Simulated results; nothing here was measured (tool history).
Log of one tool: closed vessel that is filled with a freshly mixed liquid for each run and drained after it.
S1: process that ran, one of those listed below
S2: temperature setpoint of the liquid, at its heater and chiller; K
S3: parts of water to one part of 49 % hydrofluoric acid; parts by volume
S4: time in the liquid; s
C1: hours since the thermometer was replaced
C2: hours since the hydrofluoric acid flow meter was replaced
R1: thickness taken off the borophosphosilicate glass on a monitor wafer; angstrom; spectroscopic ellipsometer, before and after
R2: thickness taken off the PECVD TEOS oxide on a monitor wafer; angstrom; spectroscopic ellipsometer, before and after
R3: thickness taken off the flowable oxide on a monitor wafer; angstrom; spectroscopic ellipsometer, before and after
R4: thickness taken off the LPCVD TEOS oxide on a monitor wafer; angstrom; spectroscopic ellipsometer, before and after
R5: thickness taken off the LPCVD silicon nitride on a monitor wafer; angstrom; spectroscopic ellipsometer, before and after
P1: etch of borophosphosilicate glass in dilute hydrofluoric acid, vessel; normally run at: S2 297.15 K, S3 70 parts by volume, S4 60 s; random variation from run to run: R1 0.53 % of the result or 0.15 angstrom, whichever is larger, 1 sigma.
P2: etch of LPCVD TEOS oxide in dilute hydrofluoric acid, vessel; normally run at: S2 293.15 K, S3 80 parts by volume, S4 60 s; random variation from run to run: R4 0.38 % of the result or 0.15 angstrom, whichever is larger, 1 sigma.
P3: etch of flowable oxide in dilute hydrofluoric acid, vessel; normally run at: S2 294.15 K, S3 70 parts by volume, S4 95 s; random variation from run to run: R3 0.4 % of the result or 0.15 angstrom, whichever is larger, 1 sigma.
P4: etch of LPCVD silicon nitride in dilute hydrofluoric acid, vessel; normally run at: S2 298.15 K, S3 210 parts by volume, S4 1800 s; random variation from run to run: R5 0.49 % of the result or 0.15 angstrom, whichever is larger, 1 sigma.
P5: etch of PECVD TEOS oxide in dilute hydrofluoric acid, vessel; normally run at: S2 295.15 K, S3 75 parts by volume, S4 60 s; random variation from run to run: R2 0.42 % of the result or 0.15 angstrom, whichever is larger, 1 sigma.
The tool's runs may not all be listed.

run,hour,S1,S2,S3,S4,C1,C2,R1,R2,R3,R4,R5
1,4.5,P1,297.15,70,60,399.6,475.8,722.55,,,,
2,7.9,P1,297.15,40,60,403.0,479.2,1318.90,,,,
3,11.5,P1,297.15,70,90,406.6,482.8,1083.90,,,,
4,17.0,P5,295.15,75,60,412.1,488.3,,80.041,,,
5,21.9,P1,297.15,70,30,417.0,493.2,362.23,,,,
6,27.4,P3,294.15,45,95,422.5,498.7,,,786.69,,
7,32.1,P5,295.15,125,60,427.2,503.4,,45.494,,,
8,35.1,P2,293.15,25,60,430.2,506.4,,,,370.24,
9,38.4,P1,297.15,115,30,433.5,509.7,210.22,,,,
10,41.4,P4,290.15,210,1800,436.5,512.7,,,,,26.315
11,44.3,P1,297.15,70,60,439.4,515.6,728.40,,,,
12,48.6,P3,290.15,70,95,443.7,519.9,,,413.12,,
13,52.1,P1,292.65,70,60,447.2,523.4,602.95,,,,
14,56.2,P2,297.65,80,60,451.3,527.5,,,,131.03,
15,61.9,P3,294.15,70,95,457.0,533.2,,,493.20,,
16,65.8,P2,293.15,80,110,460.9,537.1,,,,198.58,
17,71.9,P1,304.65,70,60,467.0,543.2,968.50,,,,
18,77.2,P4,298.15,210,1800,472.3,548.5,,,,,43.746
19,82.0,P4,298.15,335,1800,477.1,553.3,,,,,27.240
20,86.9,P2,293.15,80,60,482.0,558.2,,,,108.97,
21,91.4,P1,297.15,70,60,486.5,562.7,724.87,,,,
22,96.9,P1,297.15,110,60,492.0,568.2,436.56,,,,
23,99.8,P1,297.15,70,60,494.9,571.1,725.74,,,,
24,105.5,P3,294.15,70,95,500.6,576.8,,,486.76,,
25,110.2,P5,290.15,75,60,505.3,581.5,,64.752,,,
26,113.3,P1,303.65,115,60,508.4,584.6,529.32,,,,
# hour 114.7: thermometer replaced
27,116.6,P2,293.15,80,60,2.0,587.9,,,,108.30,
28,121.1,P1,297.15,70,60,6.5,592.4,721.93,,,,

The next listed run, before its measurement:
29,123.9,P3,294.15,70,165,9.3,595.2,,,?,,

{"run 29": {"R3": 850.22}}
